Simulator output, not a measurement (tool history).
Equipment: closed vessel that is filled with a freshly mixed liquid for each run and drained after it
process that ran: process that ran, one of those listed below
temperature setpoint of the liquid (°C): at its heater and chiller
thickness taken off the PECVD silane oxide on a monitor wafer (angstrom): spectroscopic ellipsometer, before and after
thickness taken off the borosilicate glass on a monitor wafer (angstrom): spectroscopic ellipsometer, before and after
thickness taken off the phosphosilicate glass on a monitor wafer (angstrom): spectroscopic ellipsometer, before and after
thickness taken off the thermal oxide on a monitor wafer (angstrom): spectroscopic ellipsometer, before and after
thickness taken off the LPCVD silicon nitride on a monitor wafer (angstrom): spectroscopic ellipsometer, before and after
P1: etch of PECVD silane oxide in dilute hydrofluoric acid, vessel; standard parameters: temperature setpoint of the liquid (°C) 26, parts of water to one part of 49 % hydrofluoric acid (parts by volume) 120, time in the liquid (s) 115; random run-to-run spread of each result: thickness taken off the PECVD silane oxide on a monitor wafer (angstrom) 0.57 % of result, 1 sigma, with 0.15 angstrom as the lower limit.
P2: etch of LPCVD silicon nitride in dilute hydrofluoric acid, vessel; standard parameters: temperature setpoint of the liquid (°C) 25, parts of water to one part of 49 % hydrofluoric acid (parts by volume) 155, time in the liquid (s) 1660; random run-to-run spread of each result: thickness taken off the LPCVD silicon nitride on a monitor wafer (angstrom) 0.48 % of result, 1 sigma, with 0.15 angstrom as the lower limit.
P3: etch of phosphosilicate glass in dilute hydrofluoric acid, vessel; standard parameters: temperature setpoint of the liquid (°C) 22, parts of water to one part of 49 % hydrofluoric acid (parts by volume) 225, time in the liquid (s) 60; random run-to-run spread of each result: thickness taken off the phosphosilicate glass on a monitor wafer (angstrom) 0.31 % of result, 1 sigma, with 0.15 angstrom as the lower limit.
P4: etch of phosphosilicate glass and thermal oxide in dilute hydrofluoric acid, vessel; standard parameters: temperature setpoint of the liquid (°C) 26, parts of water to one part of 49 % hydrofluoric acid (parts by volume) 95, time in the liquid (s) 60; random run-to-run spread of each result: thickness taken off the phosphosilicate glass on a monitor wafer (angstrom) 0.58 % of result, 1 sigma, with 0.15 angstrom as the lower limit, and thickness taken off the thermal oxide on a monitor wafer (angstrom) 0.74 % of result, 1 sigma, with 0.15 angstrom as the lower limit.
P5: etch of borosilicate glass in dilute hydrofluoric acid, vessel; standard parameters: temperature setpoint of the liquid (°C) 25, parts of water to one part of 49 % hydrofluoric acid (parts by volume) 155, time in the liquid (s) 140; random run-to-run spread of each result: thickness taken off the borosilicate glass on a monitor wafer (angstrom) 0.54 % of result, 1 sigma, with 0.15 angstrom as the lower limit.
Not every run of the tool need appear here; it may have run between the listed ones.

run,hour,process that ran,temperature setpoint of the liquid (°C),parts of water to one part of 49 % hydrofluoric acid (parts by volume),time in the liquid (s),hours since the thermometer was replaced,hours since the hydrofluoric acid flow meter was replaced,thickness taken off the PECVD silane oxide on a monitor wafer (angstrom),thickness taken off the borosilicate glass on a monitor wafer (angstrom),thickness taken off the phosphosilicate glass on a monitor wafer (angstrom),thickness taken off the thermal oxide on a monitor wafer (angstrom),thickness taken off the LPCVD silicon nitride on a monitor wafer (angstrom)
1,6.2,P1,26,120,115,699.1,1769.8,209.51,,,,
2,16,P5,25,155,255,708.9,1779.6,,543.94,,,
3,26.6,P4,26,95,60,719.5,1790.2,,,615.78,30.052,
4,37.1,P2,25,155,550,730,1800.7,,,,,21.799
5,47.3,P5,25,155,140,740.2,1810.9,,300.77,,,
6,59.1,P1,26,120,115,752,1822.7,209.75,,,,
7,65.8,P1,33,120,115,758.7,1829.4,271.28,,,,
8,77.5,P2,25,55,1660,770.4,1841.1,,,,,181.15
9,84.9,P1,26,120,175,777.8,1848.5,317.48,,,,
10,94.5,P1,26,120,115,787.4,1858.1,210.61,,,,
11,101.9,P1,21.5,80,115,794.8,1865.5,276.98,,,,
12,109.6,P4,26,50,60,802.5,1873.2,,,1244.3,60.958,
13,120.9,P1,18,120,115,813.8,1884.5,153.24,,,,
14,127,P4,26,95,30,819.9,1890.6,,,305.57,14.975,
15,138.2,P1,26,120,115,831.1,1901.8,209.09,,,,
16,150.4,P3,22,225,60,843.3,1914,,,444.01,,
17,158.6,P1,26,185,115,851.5,1922.2,125.73,,,,
18,164.2,P1,26,120,30,857.1,1927.8,54.893,,,,
19,171.8,P1,26,70,195,864.7,1935.4,654.34,,,,
20,177.8,P3,22,225,30,870.7,1941.4,,,221.48,,
21,184.2,P1,26,120,115,877.1,1947.8,209.3,,,,
22,193.7,P2,25,155,1660,886.6,1957.3,,,,,65.418
23,204.1,P5,25,55,140,897,1967.7,,956.67,,,
24,209.5,P4,21.5,95,60,902.4,1973.1,,,513.65,25.357,
25,219.1,P1,26,120,115,912,1982.7,210.96,,,,
26,225.2,P5,25,155,140,918.1,1988.8,,300,,,
27,233.2,P3,28.5,225,60,926.1,1996.8,,,558.67,,
28,243.3,P5,17,155,140,936.2,2006.9,,218.9,,,
29,250.4,P1,26,120,115,943.3,2014,208.56,,,,
30,256.8,P1,26,60,115,949.7,2020.4,452.25,,,,
31,265.1,P3,22,225,60,958,2028.7,,,443.25,,
32,270.9,P2,21,155,1660,963.8,2034.5,,,,,50.523
33,276.5,P3,22,375,60,969.4,2040.1,,,230.31,,
34,283.6,P1,26,120,115,976.5,2047.2,208.25,,,,
35,290.1,P1,26,120,115,983,2053.7,202.58,,,,
36,296.2,P1,26,120,115,989.1,2059.8,200.68,,,,
37,302.5,P1,26,120,115,995.4,2066.1,196.92,,,,
38,313.8,P1,26,120,115,1006.7,2077.4,195.61,,,,
39,323.6,P1,26,120,115,1016.5,2087.2,194.33,,,,
40,330.5,P1,26,120,115,1023.4,2094.1,195.11,,,,
41,336.9,P1,26,120,115,1029.8,2100.5,193.46,,,,

What P1 gives has crept away from where it was. These 2 causes fit the log equally well, each at the size given:
A: hydrofluoric acid flow below the setpoint (%) = 6.61
B: liquid colder than its thermometer reads (K) = 2.05
At approximately hour 283.6, the process output began to creep.

The check runs listed below each take one wafer, and their results are still question marks. Under which run would the listed causes lead to clearly different results?
check 1,343.3,P3,22,225,60,,,,,?,,
check 2,343.3,P5,25,155,140,,,,?,,,
check 3,343.3,P2,25,155,1660,,,,,,,?
check 4,343.3,P4,26,95,60,,,,,?,?,

Outcome of each check run for each possible cause:
check,result,if A,if B
check 1,thickness taken off the phosphosilicate glass on a monitor wafer (angstrom),406.32,409.19
check 2,thickness taken off the borosilicate glass on a monitor wafer (angstrom),275.43,276.24
check 3,thickness taken off the LPCVD silicon nitride on a monitor wafer (angstrom),61.204,57.406
check 4,thickness taken off the phosphosilicate glass on a monitor wafer (angstrom),565.56,563.42
check 4,thickness taken off the thermal oxide on a monitor wafer (angstrom),27.99,27.884
Per-check spread between the two closest causes, in the result where they differ most: check 1 0.71 %; check 2 0.29 %; check 3 6.41 %; check 4 0.38 %
The causes can be told apart only by check 3. The other checks would give nearly the same results under each of them.

Check 3 has now been run. It gave: thickness taken off the LPCVD silicon nitride on a monitor wafer (angstrom) 57.26. Which of the candidate causes is it?

It is B: liquid colder than its thermometer reads (K).
